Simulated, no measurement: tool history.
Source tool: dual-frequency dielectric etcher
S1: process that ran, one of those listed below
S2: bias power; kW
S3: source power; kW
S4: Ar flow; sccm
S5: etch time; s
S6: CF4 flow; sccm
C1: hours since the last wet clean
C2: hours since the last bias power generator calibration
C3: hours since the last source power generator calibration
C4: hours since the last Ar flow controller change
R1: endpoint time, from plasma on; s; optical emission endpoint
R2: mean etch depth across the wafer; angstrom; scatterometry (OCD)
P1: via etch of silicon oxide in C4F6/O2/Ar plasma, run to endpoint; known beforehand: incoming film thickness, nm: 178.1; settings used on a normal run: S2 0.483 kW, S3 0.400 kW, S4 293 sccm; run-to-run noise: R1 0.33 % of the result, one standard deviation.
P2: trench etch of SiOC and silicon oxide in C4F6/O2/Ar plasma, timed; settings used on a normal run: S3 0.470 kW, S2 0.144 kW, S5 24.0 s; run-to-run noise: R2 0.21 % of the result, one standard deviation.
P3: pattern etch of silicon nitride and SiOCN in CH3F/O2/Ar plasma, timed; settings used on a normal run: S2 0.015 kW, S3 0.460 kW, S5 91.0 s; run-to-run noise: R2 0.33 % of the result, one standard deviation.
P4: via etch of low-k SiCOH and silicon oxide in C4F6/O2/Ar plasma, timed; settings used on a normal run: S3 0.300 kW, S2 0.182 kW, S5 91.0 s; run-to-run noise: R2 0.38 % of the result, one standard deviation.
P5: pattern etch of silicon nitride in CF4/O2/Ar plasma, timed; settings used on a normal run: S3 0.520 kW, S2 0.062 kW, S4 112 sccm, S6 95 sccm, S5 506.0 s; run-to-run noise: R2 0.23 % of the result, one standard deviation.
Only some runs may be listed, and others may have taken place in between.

run	hour	S1	S2	S3	S4	S5	S6	C1	C2	C3	C4	R1	R2
1	9.4	P1	0.483	0.400	293			247.3	526.8	1761.5	1188.5	40.503	
2	24.1	P3	0.015	0.340		91.0		262.0	541.5	1776.2	1203.2		93.969
3	39.7	P1	0.632	0.400	243			277.6	557.1	1791.8	1218.8	35.803	
4	50.9	P4	0.182	0.430		91.0		288.8	568.3	1803.0	1230.0		2581.000
5	63.5	P2	0.144	0.470		24.0		301.4	580.9	1815.6	1242.6		471.450
6	72.6	P2	0.144	0.470		16.5		310.5	590.0	1824.7	1251.7		323.400
7	86.7	P5	0.062	0.520	112	506.0	95	324.6	604.1	1838.8	1265.8		10731.000
8	98.0	P3	0.008	0.460		91.0		335.9	615.4	1850.1	1277.1		84.215
9	107.7	P4	0.182	0.300		120.0		345.6	625.1	1859.8	1286.8		2963.800
10	118.8	P1	0.670	0.260	293			356.7	636.2	1870.9	1297.9	41.699	
11	128.6	P3	0.015	0.460		53.0		366.5	646.0	1880.7	1307.7		61.113
12	135.8	P5	0.062	0.520	112	506.0	95	373.7	653.2	1887.9	1314.9		10693.000
13	144.1	P1	0.483	0.400	293			382.0	661.5	1896.2	1323.2	40.344	
14	157.7	P1	0.483	0.400	233			395.6	675.1	1909.8	1336.8	39.530	
15	173.2	P5	0.062	0.310	112	506.0	95	411.1	690.6	1925.3	1352.3		6818.000
16	184.5	P5	0.062	0.520	83	506.0	95	422.4	701.9	1936.6	1363.6		11071.000
17	199.9	P1	0.323	0.400	293			437.8	717.3	1952.0	1379.0	46.649	
18	215.5	P4	0.106	0.300		91.0		453.4	732.9	1967.6	1394.6		1894.700
19	231.7	P1	0.483	0.530	293			469.6	749.1	1983.8	1410.8	36.260	
20	243.5	P2	0.144	0.650		24.0		481.4	760.9	1995.6	1422.6		534.310
21	252.6	P4	0.182	0.300		91.0		490.5	770.0	2004.7	1431.7		2252.600
22	266.8	P3	0.015	0.460		91.0		504.7	784.2	2018.9	1445.9		104.470
23	275.0	P1	0.483	0.400	293			512.9	792.4	2027.1	1454.1	40.411	
24	286.9	P1	0.359	0.400	401			524.8	804.3	2039.0	1466.0	46.659	
25	302.1	P1	0.483	0.400	293			540.0	819.5	2054.2	1481.2	40.386	
26	315.4	P2	0.176	0.470		24.0		553.3	832.8	2067.5	1494.5		501.810
27	327.9	P1	0.483	0.320	293			565.8	845.3	2080.0	1507.0	43.992	
28	343.5	P1	0.483	0.400	393			581.4	860.9	2095.6	1522.6	41.979	
29	358.4	P1	0.621	0.400	293			596.3	875.8	2110.5	1537.5	36.630	
30	371.9	P5	0.086	0.520	112	506.0	95	609.8	889.3	2124.0	1551.0		12171.000
31	383.2	P5	0.062	0.520	112	315.5	95	621.1	900.6	2135.3	1562.3		6661.600
32	393.3	P3	0.015	0.460		91.0		631.2	910.7	2145.4	1572.4		104.560
33	404.2	P5	0.062	0.520	112	506.0	130	642.1	921.6	2156.3	1583.3		11047.000
34	414.0	P1	0.483	0.400	293			651.9	931.4	2166.1	1593.1	40.589	
35	425.3	P1	0.483	0.400	293			663.2	942.7	2177.4	1604.4	40.325	
36	440.8	P1	0.483	0.400	293			678.7	958.2	2192.9	1619.9	40.205	
37	454.5	P1	0.483	0.400	293			692.4	971.9	2206.6	1633.6	40.209	
38	464.3	P1	0.483	0.400	293			702.2	981.7	2216.4	1643.4	39.926	
# hour 465.7: wet clean of the chamber
39	479.5	P1	0.483	0.400	293			13.9	996.9	2231.6	1658.6	40.050	
40	490.9	P1	0.483	0.400	293			25.3	1008.3	2243.0	1670.0	39.932	
41	505.0	P1	0.483	0.400	293			39.4	1022.4	2257.1	1684.1	39.764	
# hour 510.3: Ar flow controller replaced
42	519.1	P1	0.483	0.400	293			53.5	1036.5	2271.2	8.8	39.865	
43	533.8	P1	0.483	0.400	293			68.2	1051.2	2285.9	23.5	39.828	
44	545.7	P1	0.483	0.400	293			80.1	1063.1	2297.8	35.4	39.913	

Something has made what P1 gives creep away from where it was; the 2 causes below, each at its own stated size, fit the log equally well:
A: bias power that arrives over what is set, % = 4.57
B: source power that arrives over what is set, % = 4.62
The onset of the drift is placed at about hour 414.0.
What rules out each remaining cause:
chamber walls in a state that raises the etch rate, %: work on it at hour 465.7, done after the drift set in, did not restore what the process gave before
Ar flow that arrives under what is set, %: work on it at hour 510.3, done after the drift set in, did not restore what the process gave before

Listed below are the offered check runs, one wafer per run, with question marks in place of results. For which of them would the causes give clearly different outcomes?
check 1	557.6	P2	0.169	0.640		24.0							?
check 2	557.6	P3	0.009	0.460		91.0							?
check 3	557.6	P4	0.182	0.300		112.5							?
check 4	557.6	P5	0.062	0.330	112	506.0	117						?

Expected result of each check under each candidate cause:
check	result	if A	if B
check 1	R2	565.650	568.110
check 2	R2	88.099	88.308
check 3	R2	2813.200	2821.500
check 4	R2	7514.900	7675.900
Distance between the nearest two causes, measured in the result of the check that separates them most: check 1 0.43 %; check 2 0.24 %; check 3 0.3 %; check 4 2.12 %
The causes can be told apart only by check 4. The other checks would give nearly the same results under each of them.

The results of check 4 are: R2 7520.700 angstrom. Based on these, which of the listed causes is it?

The cause is A: bias power that arrives over what is set, %.
